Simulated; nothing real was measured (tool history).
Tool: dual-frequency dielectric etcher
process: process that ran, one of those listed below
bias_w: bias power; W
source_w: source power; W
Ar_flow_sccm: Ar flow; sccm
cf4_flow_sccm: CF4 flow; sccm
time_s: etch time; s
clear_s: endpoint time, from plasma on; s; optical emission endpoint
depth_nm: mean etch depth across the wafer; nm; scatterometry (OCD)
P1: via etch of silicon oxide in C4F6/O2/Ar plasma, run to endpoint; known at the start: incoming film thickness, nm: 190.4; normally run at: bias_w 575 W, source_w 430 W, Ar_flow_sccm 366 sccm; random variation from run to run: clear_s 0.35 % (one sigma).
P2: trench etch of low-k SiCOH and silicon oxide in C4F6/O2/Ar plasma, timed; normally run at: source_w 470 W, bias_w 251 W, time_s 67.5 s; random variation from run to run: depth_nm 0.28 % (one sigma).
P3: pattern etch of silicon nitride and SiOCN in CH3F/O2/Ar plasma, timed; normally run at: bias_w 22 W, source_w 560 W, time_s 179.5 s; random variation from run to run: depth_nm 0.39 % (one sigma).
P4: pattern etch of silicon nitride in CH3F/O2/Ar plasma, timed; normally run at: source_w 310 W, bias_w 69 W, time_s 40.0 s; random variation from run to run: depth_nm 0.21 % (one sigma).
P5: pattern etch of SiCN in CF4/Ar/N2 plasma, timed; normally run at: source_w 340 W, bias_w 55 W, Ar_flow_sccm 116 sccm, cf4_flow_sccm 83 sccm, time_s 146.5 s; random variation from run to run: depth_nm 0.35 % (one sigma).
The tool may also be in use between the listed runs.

| run | hour | process | bias_w | source_w | Ar_flow_sccm | cf4_flow_sccm | time_s | clear_s | depth_nm |
|---|---|---|---|---|---|---|---|---|---|
| 1 | 8.5 | P1 | 575 | 430 | 366 |  |  | 39.197 |  |
| 2 | 23.7 | P1 | 575 | 430 | 287 |  |  | 38.527 |  |
| 3 | 36.6 | P5 | 55 | 340 | 116 | 83 | 146.5 |  | 89.920 |
| 4 | 48.5 | P1 | 575 | 430 | 366 |  |  | 39.560 |  |
| 5 | 61.1 | P1 | 575 | 270 | 273 |  |  | 45.243 |  |
| 6 | 76.3 | P2 | 251 | 470 |  |  | 67.5 |  | 267.820 |
| 7 | 87.2 | P4 | 69 | 440 |  |  | 40.0 |  | 28.530 |
| 8 | 95.5 | P1 | 575 | 330 | 366 |  |  | 43.648 |  |
| 9 | 108.9 | P1 | 450 | 430 | 366 |  |  | 43.131 |  |
| 10 | 121.3 | P2 | 346 | 470 |  |  | 67.5 |  | 300.360 |
| 11 | 136.5 | P1 | 417 | 430 | 483 |  |  | 45.814 |  |
| 12 | 151.3 | P3 | 28 | 560 |  |  | 179.5 |  | 29.470 |
| 13 | 165.4 | P4 | 69 | 310 |  |  | 29.5 |  | 18.389 |
| 14 | 176.5 | P3 | 22 | 560 |  |  | 240.5 |  | 35.305 |
| 15 | 190.7 | P4 | 97 | 310 |  |  | 40.0 |  | 28.249 |
| 16 | 205.0 | P3 | 22 | 560 |  |  | 179.5 |  | 26.322 |
| 17 | 213.3 | P1 | 802 | 430 | 366 |  |  | 34.663 |  |
| 18 | 226.7 | P1 | 575 | 430 | 366 |  |  | 39.549 |  |
| 19 | 236.9 | P1 | 575 | 430 | 366 |  |  | 39.441 |  |
| 20 | 248.6 | P5 | 32 | 340 | 116 | 83 | 146.5 |  | 76.232 |
| 21 | 261.2 | P1 | 575 | 430 | 366 |  |  | 39.450 |  |
| 22 | 271.7 | P5 | 55 | 340 | 116 | 83 | 80.5 |  | 49.607 |
| 23 | 280.9 | P5 | 55 | 220 | 116 | 83 | 146.5 |  | 61.291 |
| 24 | 289.2 | P2 | 251 | 470 |  |  | 99.0 |  | 394.270 |
| 25 | 301.0 | P4 | 69 | 310 |  |  | 40.0 |  | 24.860 |
| 26 | 315.2 | P5 | 55 | 340 | 85 | 83 | 146.5 |  | 94.197 |
| 27 | 329.9 | P3 | 22 | 740 |  |  | 179.5 |  | 28.990 |
| 28 | 345.0 | P1 | 575 | 430 | 366 |  |  | 39.655 |  |
| 29 | 356.3 | P1 | 575 | 540 | 366 |  |  | 36.226 |  |
| 30 | 370.6 | P4 | 69 | 310 |  |  | 40.0 |  | 24.889 |
| 31 | 383.5 | P1 | 575 | 430 | 500 |  |  | 40.915 |  |
| 32 | 396.3 | P5 | 55 | 340 | 116 | 67 | 146.5 |  | 86.929 |
| 33 | 407.7 | P2 | 251 | 470 |  |  | 67.5 |  | 266.550 |
| 34 | 419.8 | P2 | 251 | 280 |  |  | 67.5 |  | 219.240 |
| 35 | 436.0 | P1 | 575 | 430 | 366 |  |  | 39.461 |  |
| 36 | 447.3 | P1 | 575 | 430 | 366 |  |  | 39.725 |  |
| 37 | 461.0 | P1 | 575 | 430 | 366 |  |  | 40.038 |  |
| 38 | 471.7 | P1 | 575 | 430 | 366 |  |  | 40.248 |  |
| 39 | 481.9 | P1 | 575 | 430 | 366 |  |  | 39.989 |  |
| 40 | 492.2 | P1 | 575 | 430 | 366 |  |  | 40.008 |  |
|  | 495.4 | wet clean of the chamber |
| 41 | 504.2 | P1 | 575 | 430 | 366 |  |  | 40.116 |  |
| 42 | 512.3 | P1 | 575 | 430 | 366 |  |  | 40.188 |  |
| 43 | 520.4 | P1 | 575 | 430 | 366 |  |  | 40.149 |  |
| 44 | 531.1 | P1 | 575 | 430 | 366 |  |  | 40.051 |  |

What P1 gives has crept away from where it was. These 2 causes fit the log equally well, each at the size given:
A: bias power that arrives under what is set, % = 4.46
B: source power that arrives under what is set, % = 4.6
The creep began at about hour 436.0.
Why every other cause is out:
chamber walls in a state that lowers the etch rate, %: serviced at hour 495.4, which brought nothing back
Ar flow that arrives over what is set, %: at most 8, which would move clear_s by +0.9 %: too little, or the wrong way

4 check runs are offered, one wafer each, their results left as question marks. Which one tells the causes apart?
| check 1 | 541.8 | P3 | 26 | 560 |  |  | 230.0 |  | ? |
| check 2 | 541.8 | P2 | 345 | 470 |  |  | 93.0 |  | ? |
| check 3 | 541.8 | P5 | 35 | 340 | 87 | 83 | 146.5 |  | ? |
| check 4 | 541.8 | P4 | 92 | 310 |  |  | 30.0 |  | ? |

What each check would give under each cause:
| check | result | if A | if B |
|---|---|---|---|
| check 1 | depth_nm | 35.599 | 35.747 |
| check 2 | depth_nm | 405.150 | 404.480 |
| check 3 | depth_nm | 80.954 | 78.592 |
| check 4 | depth_nm | 20.377 | 20.360 |
How far apart the two closest causes lie, in the result that separates them most: check 1 0.42 %; check 2 0.16 %; check 3 2.96 %; check 4 0.08 %
Only check 3 tells the causes apart: in the others they would give nearly the same result.

Check 3 was then run and gave: depth_nm 78.595 nm. Which cause is it?

It is B: source power that arrives under what is set, %.
